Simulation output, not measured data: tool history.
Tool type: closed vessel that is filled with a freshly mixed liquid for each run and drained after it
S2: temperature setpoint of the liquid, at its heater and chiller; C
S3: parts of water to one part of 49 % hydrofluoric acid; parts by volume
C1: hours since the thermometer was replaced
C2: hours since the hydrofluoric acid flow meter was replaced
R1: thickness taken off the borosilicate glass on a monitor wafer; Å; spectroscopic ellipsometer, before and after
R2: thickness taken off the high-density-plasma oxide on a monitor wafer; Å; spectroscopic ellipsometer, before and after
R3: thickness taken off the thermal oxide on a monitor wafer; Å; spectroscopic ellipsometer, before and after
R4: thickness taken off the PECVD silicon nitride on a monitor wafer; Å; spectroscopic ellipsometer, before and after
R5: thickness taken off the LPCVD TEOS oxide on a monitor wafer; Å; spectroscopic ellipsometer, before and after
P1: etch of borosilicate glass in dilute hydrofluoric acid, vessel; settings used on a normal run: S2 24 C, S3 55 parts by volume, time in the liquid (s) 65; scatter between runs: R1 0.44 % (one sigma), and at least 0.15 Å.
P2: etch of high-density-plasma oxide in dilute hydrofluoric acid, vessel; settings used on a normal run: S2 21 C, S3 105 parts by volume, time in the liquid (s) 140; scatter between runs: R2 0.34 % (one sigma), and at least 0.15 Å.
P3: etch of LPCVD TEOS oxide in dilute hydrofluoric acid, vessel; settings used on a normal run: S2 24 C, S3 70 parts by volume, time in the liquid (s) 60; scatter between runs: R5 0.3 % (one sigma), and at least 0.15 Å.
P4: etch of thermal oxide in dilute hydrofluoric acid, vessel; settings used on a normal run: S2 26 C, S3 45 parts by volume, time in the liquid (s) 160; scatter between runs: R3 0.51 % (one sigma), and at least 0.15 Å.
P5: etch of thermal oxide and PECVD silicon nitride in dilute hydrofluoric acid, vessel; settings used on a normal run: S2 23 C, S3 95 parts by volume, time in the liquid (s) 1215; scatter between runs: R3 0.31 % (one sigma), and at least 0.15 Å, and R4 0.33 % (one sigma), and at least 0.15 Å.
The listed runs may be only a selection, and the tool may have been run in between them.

{"run": 1, "hour": 16.0, "process that ran": "P1", "S2": 24, "S3": 55, "time in the liquid (s)": 65, "C1": 371.6, "C2": 848.3, "R1": 276.75}
{"run": 2, "hour": 29.5, "process that ran": "P2", "S2": 21, "S3": 30, "time in the liquid (s)": 140, "C1": 385.1, "C2": 861.8, "R2": 386.15}
{"run": 3, "hour": 42.7, "process that ran": "P1", "S2": 24, "S3": 25, "time in the liquid (s)": 30, "C1": 398.3, "C2": 875, "R1": 289.33}
{"run": 4, "hour": 52.9, "process that ran": "P1", "S2": 24, "S3": 55, "time in the liquid (s)": 100, "C1": 408.5, "C2": 885.2, "R1": 421.65}
{"run": 5, "hour": 65.4, "process that ran": "P5", "S2": 17, "S3": 95, "time in the liquid (s)": 1215, "C1": 421, "C2": 897.7, "R3": 458.56, "R4": 197.61}
{"run": 6, "hour": 73.8, "process that ran": "P4", "S2": 26, "S3": 45, "time in the liquid (s)": 65, "C1": 429.4, "C2": 906.1, "R3": 82.717}
{"run": 7, "hour": 90.3, "process that ran": "P4", "S2": 26, "S3": 75, "time in the liquid (s)": 160, "C1": 445.9, "C2": 922.6, "R3": 116.89}
{"run": 8, "hour": 100.2, "process that ran": "P3", "S2": 24, "S3": 70, "time in the liquid (s)": 110, "C1": 455.8, "C2": 932.5, "R5": 890.75}
{"run": 9, "hour": 111.0, "process that ran": "P1", "S2": 24, "S3": 55, "time in the liquid (s)": 65, "C1": 466.6, "C2": 943.3, "R1": 274.24}
{"run": 10, "hour": 126.4, "process that ran": "P1", "S2": 24, "S3": 55, "time in the liquid (s)": 65, "C1": 482, "C2": 958.7, "R1": 273.79}
{"run": 11, "hour": 137.5, "process that ran": "P1", "S2": 24, "S3": 75, "time in the liquid (s)": 30, "C1": 493.1, "C2": 969.8, "R1": 91.581}
{"run": 12, "hour": 149.2, "process that ran": "P1", "S2": 29, "S3": 55, "time in the liquid (s)": 100, "C1": 504.8, "C2": 981.5, "R1": 519.2}
{"run": 13, "hour": 161.5, "process that ran": "P5", "S2": 23, "S3": 45, "time in the liquid (s)": 1215, "C1": 517.1, "C2": 993.8, "R3": 1320.3, "R4": 618.69}
{"run": 14, "hour": 174.1, "process that ran": "P4", "S2": 26, "S3": 45, "time in the liquid (s)": 160, "C1": 529.7, "C2": 1006.4, "R3": 204.23}
{"run": 15, "hour": 191.2, "process that ran": "P1", "S2": 24, "S3": 55, "time in the liquid (s)": 35, "C1": 546.8, "C2": 1023.5, "R1": 147.92}
{"run": 16, "hour": 202.2, "process that ran": "P2", "S2": 21, "S3": 105, "time in the liquid (s)": 280, "C1": 557.8, "C2": 1034.5, "R2": 202.25}
{"run": 17, "hour": 217.5, "process that ran": "P4", "S2": 21, "S3": 45, "time in the liquid (s)": 160, "C1": 573.1, "C2": 1049.8, "R3": 164.94}
{"run": 18, "hour": 232.2, "process that ran": "P3", "S2": 18, "S3": 70, "time in the liquid (s)": 60, "C1": 587.8, "C2": 1064.5, "R5": 379.56}
{"run": 19, "hour": 240.0, "process that ran": "P1", "S2": 24, "S3": 20, "time in the liquid (s)": 65, "C1": 595.6, "C2": 1072.3, "R1": 784.41}

For run 20, what comes out?
{"run": 20, "hour": 256.2, "process that ran": "P5", "S2": 23, "S3": 95, "time in the liquid (s)": 1215, "C1": 611.8, "C2": 1088.5, "R3": "?", "R4": "?"}

Run 20 yielded R3 589.34 Å, R4 298.81 Å.

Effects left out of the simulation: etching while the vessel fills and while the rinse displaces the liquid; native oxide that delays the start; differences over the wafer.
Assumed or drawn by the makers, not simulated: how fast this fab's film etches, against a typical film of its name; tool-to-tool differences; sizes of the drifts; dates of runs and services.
